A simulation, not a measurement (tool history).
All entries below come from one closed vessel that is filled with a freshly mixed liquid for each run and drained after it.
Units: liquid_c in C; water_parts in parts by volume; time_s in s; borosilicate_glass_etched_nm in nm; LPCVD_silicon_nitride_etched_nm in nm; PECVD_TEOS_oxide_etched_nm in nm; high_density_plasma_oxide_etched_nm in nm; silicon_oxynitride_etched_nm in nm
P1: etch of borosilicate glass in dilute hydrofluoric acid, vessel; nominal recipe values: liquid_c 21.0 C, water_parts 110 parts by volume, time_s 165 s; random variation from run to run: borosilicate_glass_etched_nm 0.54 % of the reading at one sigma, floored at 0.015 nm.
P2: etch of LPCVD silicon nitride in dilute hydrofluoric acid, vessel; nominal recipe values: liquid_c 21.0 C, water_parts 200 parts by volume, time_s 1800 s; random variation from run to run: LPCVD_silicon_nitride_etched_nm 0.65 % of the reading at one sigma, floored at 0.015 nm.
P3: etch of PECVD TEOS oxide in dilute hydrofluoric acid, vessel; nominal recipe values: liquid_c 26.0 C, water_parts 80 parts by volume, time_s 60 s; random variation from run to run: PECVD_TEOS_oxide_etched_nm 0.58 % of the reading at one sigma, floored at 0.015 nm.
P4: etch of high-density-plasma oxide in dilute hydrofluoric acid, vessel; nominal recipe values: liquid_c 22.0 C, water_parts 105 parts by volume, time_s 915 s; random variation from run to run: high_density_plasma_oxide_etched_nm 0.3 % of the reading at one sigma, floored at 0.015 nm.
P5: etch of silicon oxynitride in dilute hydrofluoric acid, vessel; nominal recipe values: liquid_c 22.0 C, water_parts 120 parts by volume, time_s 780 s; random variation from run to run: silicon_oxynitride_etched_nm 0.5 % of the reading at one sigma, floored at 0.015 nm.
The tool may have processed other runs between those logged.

| run | day | process | liquid_c | water_parts | time_s | borosilicate_glass_etched_nm | LPCVD_silicon_nitride_etched_nm | PECVD_TEOS_oxide_etched_nm | high_density_plasma_oxide_etched_nm | silicon_oxynitride_etched_nm |
|---|---|---|---|---|---|---|---|---|---|---|
| 1 | 0.329 | P1 | 21.0 | 110 | 165 | 47.2960 |  |  |  |  |
| 2 | 0.546 | P2 | 21.0 | 35 | 1800 |  | 17.3330 |  |  |  |
| 3 | 0.871 | P3 | 26.0 | 80 | 60 |  |  | 14.7790 |  |  |
| 4 | 1.138 | P4 | 22.0 | 25 | 915 |  |  |  | 229.320 |  |
| 5 | 1.433 | P1 | 26.5 | 110 | 165 | 58.4570 |  |  |  |  |
| 6 | 1.696 | P4 | 18.0 | 105 | 915 |  |  |  | 41.735 |  |
| 7 | 2.096 | P3 | 26.0 | 80 | 30 |  |  | 7.2792 |  |  |
| 8 | 2.542 | P4 | 22.0 | 105 | 915 |  |  |  | 49.714 |  |
| 9 | 2.888 | P4 | 22.0 | 105 | 1780 |  |  |  | 96.432 |  |
| 10 | 3.317 | P5 | 22.0 | 120 | 65 |  |  |  |  | 1.5202 |
| 11 | 3.604 | P3 | 34.0 | 80 | 60 |  |  | 19.8520 |  |  |
| 12 | 4.088 | P1 | 21.0 | 50 | 165 | 111.4800 |  |  |  |  |
| 13 | 4.338 | P2 | 21.0 | 200 | 2810 |  | 4.9322 |  |  |  |
| 14 | 4.688 | P1 | 17.0 | 110 | 165 | 39.9500 |  |  |  |  |
| 15 | 5.121 | P4 | 22.0 | 105 | 915 |  |  |  | 49.564 |  |
| 16 | 5.438 | P1 | 21.0 | 110 | 330 | 93.9190 |  |  |  |  |
| 17 | 5.729 | P1 | 21.0 | 110 | 165 | 47.3150 |  |  |  |  |
| 18 | 6.025 | P5 | 27.5 | 120 | 780 |  |  |  |  | 23.7840 |
| 19 | 6.438 | P1 | 21.0 | 110 | 165 | 47.3930 |  |  |  |  |
| 20 | 6.654 | P2 | 28.0 | 200 | 1800 |  | 4.9033 |  |  |  |
| 21 | 6.975 | P1 | 21.0 | 110 | 30 | 8.5251 |  |  |  |  |
| 22 | 7.279 | P1 | 26.5 | 110 | 315 | 112.0900 |  |  |  |  |
| 23 | 7.671 | P2 | 21.0 | 200 | 1800 |  | 3.1953 |  |  |  |
| 24 | 8.167 | P1 | 21.0 | 110 | 165 | 47.2410 |  |  |  |  |
| 25 | 8.442 | P1 | 21.0 | 160 | 165 | 30.7270 |  |  |  |  |
| 26 | 8.762 | P1 | 17.0 | 150 | 165 | 28.4210 |  |  |  |  |
| 27 | 9.238 | P5 | 22.0 | 120 | 780 |  |  |  |  | 18.3270 |
| 28 | 9.700 | P3 | 26.0 | 35 | 60 |  |  | 35.8660 |  |  |
| 29 | 10.142 | P5 | 22.0 | 215 | 780 |  |  |  |  | 9.6867 |
| 30 | 10.404 | P1 | 21.0 | 110 | 165 | 46.7540 |  |  |  |  |
| 31 | 10.625 | P1 | 21.0 | 110 | 165 | 47.0430 |  |  |  |  |
| 32 | 10.883 | P1 | 21.0 | 110 | 165 | 47.4130 |  |  |  |  |
| 33 | 11.367 | P1 | 21.0 | 110 | 165 | 49.0360 |  |  |  |  |
| 34 | 11.708 | P1 | 21.0 | 110 | 165 | 49.8190 |  |  |  |  |
| 35 | 12.046 | P1 | 21.0 | 110 | 165 | 49.5810 |  |  |  |  |
| 36 | 12.500 | P1 | 21.0 | 110 | 165 | 50.0660 |  |  |  |  |
| 37 | 12.967 | P1 | 21.0 | 110 | 165 | 50.1330 |  |  |  |  |
| 38 | 13.425 | P1 | 21.0 | 110 | 165 | 50.9430 |  |  |  |  |
| 39 | 13.879 | P1 | 21.0 | 110 | 165 | 50.6580 |  |  |  |  |
| 40 | 14.371 | P1 | 21.0 | 110 | 165 | 50.8070 |  |  |  |  |
| 41 | 14.779 | P1 | 21.0 | 110 | 165 | 50.5500 |  |  |  |  |
| 42 | 15.138 | P1 | 21.0 | 110 | 165 | 51.0630 |  |  |  |  |

What P1 gives has crept away from where it was. These 2 causes fit the log equally well, each at the size given:
A: liquid hotter than its thermometer reads (K) = 1.76
B: hydrofluoric acid flow above the setpoint (%) = 6.49
Onset of the creep was near day 10.625.

Each of the 4 check runs below uses one wafer; its results are left as question marks. Which run tells the causes apart?
| check 1 | 15.496 | P4 | 22.0 | 55 | 915 |  |  |  | ? |  |
| check 2 | 15.496 | P2 | 21.0 | 140 | 1800 |  | ? |  |  |  |
| check 3 | 15.496 | P3 | 33.5 | 40 | 60 |  |  | ? |  |  |
| check 4 | 15.496 | P5 | 22.0 | 205 | 435 |  |  |  |  | ? |

Expected result of each check under each candidate cause:
| check | result | if A | if B |
|---|---|---|---|
| check 1 | high_density_plasma_oxide_etched_nm | 108.210 | 107.590 |
| check 2 | LPCVD_silicon_nitride_etched_nm | 5.0573 | 4.7885 |
| check 3 | PECVD_TEOS_oxide_etched_nm | 44.7740 | 44.7590 |
| check 4 | silicon_oxynitride_etched_nm | 6.1197 | 6.0736 |
Gap, in per cent, between the two causes that each check separates least, read from the result that separates them most: check 1 0.57 %; check 2 5.46 %; check 3 0.03 %; check 4 0.76 %
The causes can be told apart only by check 2. The other checks would give nearly the same results under each of them.

Check 2 was then run and gave: LPCVD_silicon_nitride_etched_nm 4.8155 nm. Which cause is it?

Of the candidate causes, it is B: hydrofluoric acid flow above the setpoint (%).
